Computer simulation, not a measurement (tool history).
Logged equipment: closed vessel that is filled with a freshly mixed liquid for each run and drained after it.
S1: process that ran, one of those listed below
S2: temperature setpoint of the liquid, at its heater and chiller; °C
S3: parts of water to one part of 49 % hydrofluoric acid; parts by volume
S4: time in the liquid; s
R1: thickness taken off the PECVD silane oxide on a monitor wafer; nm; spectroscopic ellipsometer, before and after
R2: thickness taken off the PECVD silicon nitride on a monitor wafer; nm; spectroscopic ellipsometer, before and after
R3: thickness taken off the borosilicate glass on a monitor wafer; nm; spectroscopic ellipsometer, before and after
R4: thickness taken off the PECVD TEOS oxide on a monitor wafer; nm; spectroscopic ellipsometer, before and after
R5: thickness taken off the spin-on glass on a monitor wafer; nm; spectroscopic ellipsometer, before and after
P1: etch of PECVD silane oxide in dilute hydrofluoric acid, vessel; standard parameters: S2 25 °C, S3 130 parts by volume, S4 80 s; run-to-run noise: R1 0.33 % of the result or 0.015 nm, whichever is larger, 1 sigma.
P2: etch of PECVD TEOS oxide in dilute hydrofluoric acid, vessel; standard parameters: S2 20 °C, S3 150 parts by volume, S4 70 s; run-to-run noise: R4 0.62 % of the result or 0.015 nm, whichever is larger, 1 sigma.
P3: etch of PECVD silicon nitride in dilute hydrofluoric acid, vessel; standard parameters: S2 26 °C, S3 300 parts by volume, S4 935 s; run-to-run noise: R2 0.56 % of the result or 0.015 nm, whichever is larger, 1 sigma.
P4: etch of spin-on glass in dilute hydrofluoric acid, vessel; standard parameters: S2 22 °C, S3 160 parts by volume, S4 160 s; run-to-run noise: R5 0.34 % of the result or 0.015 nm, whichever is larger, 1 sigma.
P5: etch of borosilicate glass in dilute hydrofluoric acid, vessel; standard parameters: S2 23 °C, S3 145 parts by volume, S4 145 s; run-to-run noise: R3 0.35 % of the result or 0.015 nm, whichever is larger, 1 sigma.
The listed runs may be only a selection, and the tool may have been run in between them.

Run 1, hour 11: S1 P1, S2 25 °C, S3 130 parts by volume, S4 80 s. Result: R1 21.695 nm.
Run 2, hour 20.5: S1 P1, S2 25 °C, S3 130 parts by volume, S4 80 s. Result: R1 21.652 nm.
Run 3, hour 31.4: S1 P1, S2 29.5 °C, S3 130 parts by volume, S4 80 s. Result: R1 25.635 nm.
Run 4, hour 43.5: S1 P3, S2 26 °C, S3 410 parts by volume, S4 935 s. Result: R2 13.98 nm.
Run 5, hour 50.5: S1 P3, S2 26 °C, S3 300 parts by volume, S4 935 s. Result: R2 19.279 nm.
Run 6, hour 61.8: S1 P3, S2 26 °C, S3 300 parts by volume, S4 1700 s. Result: R2 34.559 nm.
Run 7, hour 69.4: S1 P3, S2 31.5 °C, S3 300 parts by volume, S4 935 s. Result: R2 26.37 nm.
Run 8, hour 80.2: S1 P1, S2 25 °C, S3 130 parts by volume, S4 80 s. Result: R1 21.615 nm.
Run 9, hour 88: S1 P5, S2 17.5 °C, S3 145 parts by volume, S4 145 s. Result: R3 18.625 nm.
Run 10, hour 99.2: S1 P1, S2 25 °C, S3 60 parts by volume, S4 80 s. Result: R1 50.966 nm.
Run 11, hour 107.9: S1 P3, S2 26 °C, S3 300 parts by volume, S4 935 s. Result: R2 18.948 nm.
Run 12, hour 115.7: S1 P2, S2 20 °C, S3 210 parts by volume, S4 70 s. Result: R4 2.8418 nm.
Run 13, hour 122.3: S1 P2, S2 20 °C, S3 150 parts by volume, S4 70 s. Result: R4 4.1934 nm.
Run 14, hour 134.7: S1 P1, S2 25 °C, S3 130 parts by volume, S4 155 s. Result: R1 41.428 nm.
Run 15, hour 146.4: S1 P2, S2 27 °C, S3 150 parts by volume, S4 70 s. Result: R4 5.4945 nm.
Run 16, hour 157.5: S1 P5, S2 23 °C, S3 260 parts by volume, S4 145 s. Result: R3 11.285 nm.
Run 17, hour 163.2: S1 P4, S2 22 °C, S3 250 parts by volume, S4 160 s. Result: R5 17.556 nm.
Run 18, hour 171.1: S1 P4, S2 22 °C, S3 160 parts by volume, S4 245 s. Result: R5 45.928 nm.
Run 19, hour 183.8: S1 P1, S2 17 °C, S3 130 parts by volume, S4 80 s. Result: R1 15.558 nm.
Run 20, hour 192.7: S1 P1, S2 25 °C, S3 130 parts by volume, S4 80 s. Result: R1 21.492 nm.
Run 21, hour 201.1: S1 P5, S2 23 °C, S3 145 parts by volume, S4 145 s. Result: R3 23.071 nm.
Run 22, hour 207.3: S1 P4, S2 22 °C, S3 160 parts by volume, S4 160 s. Result: R5 30.193 nm.
Run 23, hour 218: S1 P1, S2 25 °C, S3 130 parts by volume, S4 80 s. Result: R1 21.565 nm.
Run 24, hour 226: S1 P1, S2 21 °C, S3 235 parts by volume, S4 80 s. Result: R1 9.2226 nm.
Run 25, hour 238.6: S1 P5, S2 23 °C, S3 145 parts by volume, S4 225 s. Result: R3 35.577 nm.
Run 26, hour 246.7: S1 P2, S2 20 °C, S3 150 parts by volume, S4 130 s. Result: R4 7.7848 nm.
Run 27, hour 253.2: S1 P4, S2 27 °C, S3 160 parts by volume, S4 160 s. Result: R5 36.448 nm.
Run 28, hour 258.9: S1 P1, S2 25 °C, S3 130 parts by volume, S4 80 s. Result: R1 21.46 nm.
Run 29, hour 266.9: S1 P4, S2 22 °C, S3 160 parts by volume, S4 160 s. Result: R5 29.976 nm.
Run 30, hour 274.8: S1 P1, S2 25 °C, S3 130 parts by volume, S4 30 s. Result: R1 8.0969 nm.
Run 31, hour 287: S1 P1, S2 25 °C, S3 230 parts by volume, S4 80 s. Result: R1 10.908 nm.
Run 32, hour 298.1: S1 P1, S2 25 °C, S3 130 parts by volume, S4 80 s. Result: R1 21.597 nm.
Run 33, hour 309.9: S1 P1, S2 25 °C, S3 130 parts by volume, S4 80 s. Result: R1 20.662 nm.
Run 34, hour 315.8: S1 P1, S2 25 °C, S3 130 parts by volume, S4 80 s. Result: R1 20.432 nm.
Run 35, hour 322.3: S1 P1, S2 25 °C, S3 130 parts by volume, S4 80 s. Result: R1 20.186 nm.
Run 36, hour 331: S1 P1, S2 25 °C, S3 130 parts by volume, S4 80 s. Result: R1 20 nm.
Run 37, hour 338.9: S1 P1, S2 25 °C, S3 130 parts by volume, S4 80 s. Result: R1 19.913 nm.
Run 38, hour 350.5: S1 P1, S2 25 °C, S3 130 parts by volume, S4 80 s. Result: R1 19.735 nm.
Run 39, hour 359.2: S1 P1, S2 25 °C, S3 130 parts by volume, S4 80 s. Result: R1 19.735 nm.
Run 40, hour 371.5: S1 P1, S2 25 °C, S3 130 parts by volume, S4 80 s. Result: R1 19.697 nm.
Run 41, hour 379.2: S1 P1, S2 25 °C, S3 130 parts by volume, S4 80 s. Result: R1 19.537 nm.

Compared with where it was, what P1 gives has crept away. Each cause listed below fits the log as well as the rest, at the size given for it:
A: liquid colder than its thermometer reads (K) = 2.37
B: hydrofluoric acid flow below the setpoint (%) = 7.61
The creep began at about hour 298.1.

Question marks stand in for the results of the 4 check runs listed below, each run on one wafer. Under which run would the listed causes show clearly different results?
Run check 1, hour 386.9: S1 P5, S2 23 °C, S3 145 parts by volume, S4 145 s. Result: R3 ?.
Run check 2, hour 386.9: S1 P4, S2 22 °C, S3 160 parts by volume, S4 160 s. Result: R5 ?.
Run check 3, hour 386.9: S1 P2, S2 20 °C, S3 150 parts by volume, S4 70 s. Result: R4 ?.
Run check 4, hour 386.9: S1 P3, S2 26 °C, S3 300 parts by volume, S4 935 s. Result: R2 ?.

Predicted outcomes, by check and by cause:
  check  result    if A    if B
check 1      R3  20.923  20.933
check 2      R5  27.434  27.427
check 3      R4  3.8163  3.8296
check 4      R2  16.579  17.675
Gap, in per cent, between the two causes that each check separates least, read from the result that separates them most: check 1 0.05 %; check 2 0.03 %; check 3 0.35 %; check 4 6.4 %
Only in check 4 would the causes give clearly different results; in the remaining checks their results would be nearly the same.

Check 4 has now been run. It gave: R2 17.594 nm. Which of the candidate causes is it?

Of the candidate causes, it is B: hydrofluoric acid flow below the setpoint (%).
